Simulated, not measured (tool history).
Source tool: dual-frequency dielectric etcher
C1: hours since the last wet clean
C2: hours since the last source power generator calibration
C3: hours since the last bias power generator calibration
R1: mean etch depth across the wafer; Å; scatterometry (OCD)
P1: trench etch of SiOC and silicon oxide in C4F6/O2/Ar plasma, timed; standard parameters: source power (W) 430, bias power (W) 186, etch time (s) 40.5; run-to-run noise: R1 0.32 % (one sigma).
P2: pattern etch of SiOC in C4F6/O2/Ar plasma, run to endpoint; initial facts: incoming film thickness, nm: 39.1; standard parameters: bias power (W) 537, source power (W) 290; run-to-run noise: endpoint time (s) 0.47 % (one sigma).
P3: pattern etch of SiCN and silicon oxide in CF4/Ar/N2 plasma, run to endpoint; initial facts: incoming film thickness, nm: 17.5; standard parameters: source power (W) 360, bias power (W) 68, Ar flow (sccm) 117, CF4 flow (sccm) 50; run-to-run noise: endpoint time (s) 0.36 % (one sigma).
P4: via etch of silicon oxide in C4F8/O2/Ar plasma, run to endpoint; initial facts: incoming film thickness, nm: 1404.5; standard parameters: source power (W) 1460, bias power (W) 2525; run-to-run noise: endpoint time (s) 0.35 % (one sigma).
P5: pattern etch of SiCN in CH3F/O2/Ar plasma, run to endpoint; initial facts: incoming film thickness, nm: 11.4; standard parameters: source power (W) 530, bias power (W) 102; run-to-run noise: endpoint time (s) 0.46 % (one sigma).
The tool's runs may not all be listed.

Run 1, hour 3.8: process that ran P1, source power (W) 430, bias power (W) 186, etch time (s) 40.5; C1 184.4; C2 1648.5; C3 1676.6. Result: R1 825.14 Å.
Run 2, hour 8.2: process that ran P4, source power (W) 920, bias power (W) 2525; C1 188.8; C2 1652.9; C3 1681. Result: endpoint time (s) 356.57.
Run 3, hour 13.5: process that ran P1, source power (W) 430, bias power (W) 186, etch time (s) 40.5; C1 194.1; C2 1658.2; C3 1686.3. Result: R1 829.91 Å.
Run 4, hour 19.1: process that ran P5, source power (W) 380, bias power (W) 102; C1 199.7; C2 1663.8; C3 1691.9. Result: endpoint time (s) 27.14.
Run 5, hour 22.1: process that ran P2, source power (W) 290, bias power (W) 537; C1 202.7; C2 1666.8; C3 1694.9. Result: endpoint time (s) 14.168.
Run 6, hour 27.6: process that ran P1, source power (W) 430, bias power (W) 186, etch time (s) 40.5; C1 208.2; C2 1672.3; C3 1700.4. Result: R1 833.04 Å.
Run 7, hour 31.8: process that ran P1, source power (W) 430, bias power (W) 186, etch time (s) 40.5; C1 212.4; C2 1676.5; C3 1704.6. Result: R1 830.51 Å.
Run 8, hour 35.1: process that ran P1, source power (W) 430, bias power (W) 223, etch time (s) 50.5; C1 215.7; C2 1679.8; C3 1707.9. Result: R1 1097.8 Å.
Run 9, hour 38.6: process that ran P4, source power (W) 1460, bias power (W) 3202; C1 219.2; C2 1683.3; C3 1711.4. Result: endpoint time (s) 274.29.
Run 10, hour 42: process that ran P4, source power (W) 1460, bias power (W) 2525; C1 222.6; C2 1686.7; C3 1714.8. Result: endpoint time (s) 297.69.
Run 11, hour 44.8: process that ran P1, source power (W) 430, bias power (W) 263, etch time (s) 40.5; C1 225.4; C2 1689.5; C3 1717.6. Result: R1 930.25 Å.
Run 12, hour 49.4: process that ran P3, source power (W) 480, bias power (W) 68, Ar flow (sccm) 117, CF4 flow (sccm) 50; C1 230; C2 1694.1; C3 1722.2. Result: endpoint time (s) 21.963.
Run 13, hour 55.2: process that ran P1, source power (W) 430, bias power (W) 186, etch time (s) 22.5; C1 235.8; C2 1699.9; C3 1728. Result: R1 463.88 Å.
Run 14, hour 60.9: process that ran P1, source power (W) 430, bias power (W) 148, etch time (s) 40.5; C1 241.5; C2 1705.6; C3 1733.7. Result: R1 776.57 Å.
Run 15, hour 65.4: process that ran P1, source power (W) 550, bias power (W) 153, etch time (s) 40.5; C1 246; C2 1710.1; C3 1738.2. Result: R1 859.4 Å.
Run 16, hour 70.1: process that ran P1, source power (W) 430, bias power (W) 186, etch time (s) 51.5; C1 250.7; C2 1714.8; C3 1742.9. Result: R1 1058.1 Å.
Run 17, hour 73.4: process that ran P1, source power (W) 430, bias power (W) 186, etch time (s) 40.5; C1 254; C2 1718.1; C3 1746.2. Result: R1 830.76 Å.
Run 18, hour 76: process that ran P3, source power (W) 360, bias power (W) 40, Ar flow (sccm) 117, CF4 flow (sccm) 50; C1 256.6; C2 1720.7; C3 1748.8. Result: endpoint time (s) 33.763.
Run 19, hour 80.9: process that ran P2, source power (W) 290, bias power (W) 749; C1 261.5; C2 1725.6; C3 1753.7. Result: endpoint time (s) 12.413.
At hour 82.5: bias power generator calibrated.
Run 20, hour 83.8: process that ran P5, source power (W) 530, bias power (W) 102; C1 264.4; C2 1728.5; C3 1.4. Result: endpoint time (s) 23.857.
Run 21, hour 89.3: process that ran P4, source power (W) 1460, bias power (W) 2525; C1 269.9; C2 1734; C3 6.9. Result: endpoint time (s) 297.62.
Run 22, hour 95: process that ran P3, source power (W) 360, bias power (W) 68, Ar flow (sccm) 117, CF4 flow (sccm) 50; C1 275.6; C2 1739.7; C3 12.6. Result: endpoint time (s) 28.336.
Run 23, hour 99.4: process that ran P2, source power (W) 170, bias power (W) 537; C1 280; C2 1744.1; C3 17. Result: endpoint time (s) 17.117.
At hour 104.2: source power generator calibrated.
Run 24, hour 104.2: process that ran P1, source power (W) 430, bias power (W) 238, etch time (s) 22.5; C1 284.8; C2 0.1; C3 21.8. Result: R1 503.2 Å.
Run 25, hour 108.2: process that ran P3, source power (W) 360, bias power (W) 68, Ar flow (sccm) 145, CF4 flow (sccm) 50; C1 288.8; C2 4.1; C3 25.8. Result: endpoint time (s) 29.115.
Run 26, hour 112.4: process that ran P3, source power (W) 360, bias power (W) 68, Ar flow (sccm) 117, CF4 flow (sccm) 69; C1 293; C2 8.3; C3 30. Result: endpoint time (s) 26.815.
Run 27, hour 117: process that ran P5, source power (W) 530, bias power (W) 135; C1 297.6; C2 12.9; C3 34.6. Result: endpoint time (s) 21.303.
Run 28, hour 122.5: process that ran P1, source power (W) 290, bias power (W) 186, etch time (s) 40.5; C1 303.1; C2 18.4; C3 40.1. Result: R1 709.92 Å.
Run 29, hour 127.3: process that ran P1, source power (W) 430, bias power (W) 186, etch time (s) 40.5; C1 307.9; C2 23.2; C3 44.9. Result: R1 830.84 Å.
Run 30, hour 132.6: process that ran P1, source power (W) 530, bias power (W) 186, etch time (s) 40.5; C1 313.2; C2 28.5; C3 50.2. Result: R1 900.14 Å.
Run 31, hour 137.8: process that ran P1, source power (W) 430, bias power (W) 186, etch time (s) 40.5; C1 318.4; C2 33.7; C3 55.4. Result: R1 826.48 Å.
Run 32, hour 143.6: process that ran P1, source power (W) 430, bias power (W) 186, etch time (s) 40.5; C1 324.2; C2 39.5; C3 61.2. Result: R1 822.31 Å.
Run 33, hour 148.2: process that ran P1, source power (W) 430, bias power (W) 186, etch time (s) 40.5; C1 328.8; C2 44.1; C3 65.8. Result: R1 819.31 Å.
Run 34, hour 151.9: process that ran P1, source power (W) 430, bias power (W) 186, etch time (s) 40.5; C1 332.5; C2 47.8; C3 69.5. Result: R1 820.41 Å.
At hour 155.1: wet clean of the chamber.
Run 35, hour 156.4: process that ran P1, source power (W) 430, bias power (W) 186, etch time (s) 40.5; C1 1.4; C2 52.3; C3 74. Result: R1 816.74 Å.
Run 36, hour 160.5: process that ran P1, source power (W) 430, bias power (W) 186, etch time (s) 40.5; C1 5.5; C2 56.4; C3 78.1. Result: R1 816.48 Å.

Estimate the outcome of run 37 from the log above:
Run 37, hour 163.6: process that ran P1, source power (W) 430, bias power (W) 186, etch time (s) 40.5; C1 8.6; C2 59.5; C3 81.2. Result: R1 ?.

{"run 37": {"R1": 814.21}}

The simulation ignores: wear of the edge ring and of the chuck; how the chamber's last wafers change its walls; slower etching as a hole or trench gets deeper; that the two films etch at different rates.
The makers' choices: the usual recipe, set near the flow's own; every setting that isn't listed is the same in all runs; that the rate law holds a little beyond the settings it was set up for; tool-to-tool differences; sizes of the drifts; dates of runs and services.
